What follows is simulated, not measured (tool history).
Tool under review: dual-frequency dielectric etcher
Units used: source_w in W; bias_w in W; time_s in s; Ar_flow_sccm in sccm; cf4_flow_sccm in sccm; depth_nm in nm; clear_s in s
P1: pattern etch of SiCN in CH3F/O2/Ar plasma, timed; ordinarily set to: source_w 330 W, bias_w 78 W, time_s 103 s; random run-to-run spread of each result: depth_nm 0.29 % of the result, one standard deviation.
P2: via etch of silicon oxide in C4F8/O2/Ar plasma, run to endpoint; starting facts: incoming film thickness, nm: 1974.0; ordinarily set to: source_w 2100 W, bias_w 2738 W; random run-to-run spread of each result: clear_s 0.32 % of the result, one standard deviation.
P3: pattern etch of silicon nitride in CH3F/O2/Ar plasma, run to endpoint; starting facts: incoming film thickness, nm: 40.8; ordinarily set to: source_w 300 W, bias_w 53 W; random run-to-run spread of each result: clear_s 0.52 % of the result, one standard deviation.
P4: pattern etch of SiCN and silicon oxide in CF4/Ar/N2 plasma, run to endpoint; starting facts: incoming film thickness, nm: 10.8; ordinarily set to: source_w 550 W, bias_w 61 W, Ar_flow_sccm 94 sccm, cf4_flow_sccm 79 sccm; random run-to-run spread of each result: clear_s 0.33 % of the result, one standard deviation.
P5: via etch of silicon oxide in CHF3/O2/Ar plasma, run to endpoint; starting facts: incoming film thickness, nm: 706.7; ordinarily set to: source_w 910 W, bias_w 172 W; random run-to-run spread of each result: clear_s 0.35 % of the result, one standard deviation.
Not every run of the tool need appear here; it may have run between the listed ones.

run	hour	process	source_w	bias_w	time_s	Ar_flow_sccm	cf4_flow_sccm	hours since the last wet clean	hours since the last source power generator calibration	hours since the last bias power generator calibration	depth_nm	clear_s
1	7.7	P1	330	78	103			486.6	796.3	1409.8	36.038	
2	17.7	P2	2100	3522				496.6	806.3	1419.8		317.03
3	29.8	P2	2100	2738				508.7	818.4	1431.9		344.87
4	39.9	P1	330	78	103			518.8	828.5	1442	36.292	
5	57.2	P4	550	79		94	79	536.1	845.8	1459.3		9.6489
6	68.2	P1	330	78	69.5			547.1	856.8	1470.3	24.393	
7	82.5	P1	330	59	103			561.4	871.1	1484.6	32.83	
8	93.3	P5	910	172				572.2	881.9	1495.4		313.94
9	103.3	P1	330	78	103			582.2	891.9	1505.4	36.025	
10	120.8	P3	170	53				599.7	909.4	1522.9		91.907
11	130.4	P3	300	72				609.3	919	1532.5		67.089
12	144.1	P2	2630	2738				623	932.7	1546.2		315.64
# hour 150.9: wet clean of the chamber
13	152.5	P4	550	61		94	79	1.7	941.1	1554.6		10.431
14	160.3	P4	750	61		94	79	9.5	948.9	1562.4		7.8762
15	170.3	P3	300	53				19.5	958.9	1572.4		73.484
16	184.6	P1	440	78	103			33.8	973.2	1586.7	40.32	
17	194.9	P1	330	78	103			44.1	983.5	1597	36.004	
18	211.6	P4	550	61		94	104	60.8	1000.2	1613.7		9.9932
19	222.5	P5	1210	172				71.7	1011.1	1624.6		280.01
20	234.1	P1	330	78	103			83.3	1022.7	1636.2	36.133	
21	245.5	P2	2100	2738				94.7	1034.1	1647.6		343.42
22	254.1	P1	240	78	103			103.3	1042.7	1656.2	32.267	
23	268.4	P1	330	78	103			117.6	1057	1670.5	36.123	
24	277.3	P1	330	103	103			126.5	1065.9	1679.4	40.04	
25	291.1	P1	330	78	131.5			140.3	1079.7	1693.2	46.073	
26	299.7	P1	330	78	103			148.9	1088.3	1701.8	36.129	
27	316.8	P5	910	217				166	1105.4	1718.9		292.98
28	326.6	P4	550	61		94	79	175.8	1115.2	1728.7		10.414
29	343.8	P1	330	94	68.5			193	1132.4	1745.9	25.704	
30	353.9	P1	330	97	73			203.1	1142.5	1756	27.719	
31	368.3	P4	550	61		128	79	217.5	1156.9	1770.4		10.924
32	382.4	P1	330	78	103			231.6	1171	1784.5	36.042	
33	394	P1	330	78	103			243.2	1182.6	1796.1	36.33	
34	404.3	P1	330	78	103			253.5	1192.9	1806.4	36.423	
35	420.4	P1	330	78	103			269.6	1209	1822.5	36.621	
# hour 423: wet clean of the chamber
36	436.9	P1	330	78	103			14	1225.5	1839	36.517	
37	445.6	P1	330	78	103			22.7	1234.2	1847.7	36.674	
38	463.1	P1	330	78	103			40.2	1251.7	1865.2	36.588	

P1 no longer gives what it gave before; its output has crept away from where it was. The following 2 causes, each at its listed size, fit the log equally well:
A: source power that arrives over what is set, % = 3.94
B: bias power that arrives over what is set, % = 4.01
The onset of the drift is placed at about hour 382.4.
Why every other cause is out:
chamber walls in a state that raises the etch rate, %: serviced at hour 423, which brought nothing back

Which of the check runs below tells the causes apart, meaning the causes would give it clearly different results? Each run uses 2 wafers whose results are averaged, and each result is shown as a question mark.
check 1	480.6	P5	910	172								?
check 2	480.6	P2	2100	2738								?
check 3	480.6	P4	550	61		94	79					?
check 4	480.6	P3	300	53								?

How each check would come out, cause by cause:
check	result	if A	if B
check 1	clear_s	309.44	310.12
check 2	clear_s	337.99	339.06
check 3	clear_s	10.091	10.318
check 4	clear_s	72.751	72.896
Minimum pairwise separation of causes per check, each pair taken at its best-separating result: check 1 0.22 %; check 2 0.32 %; check 3 2.22 %; check 4 0.2 %
Only in check 3 would the causes give clearly different results; in the remaining checks their results would be nearly the same.

After running check 3, the following was obtained: clear_s 10.064 s. Which cause does this point to?

The correct cause is A, namely: source power that arrives over what is set, %.
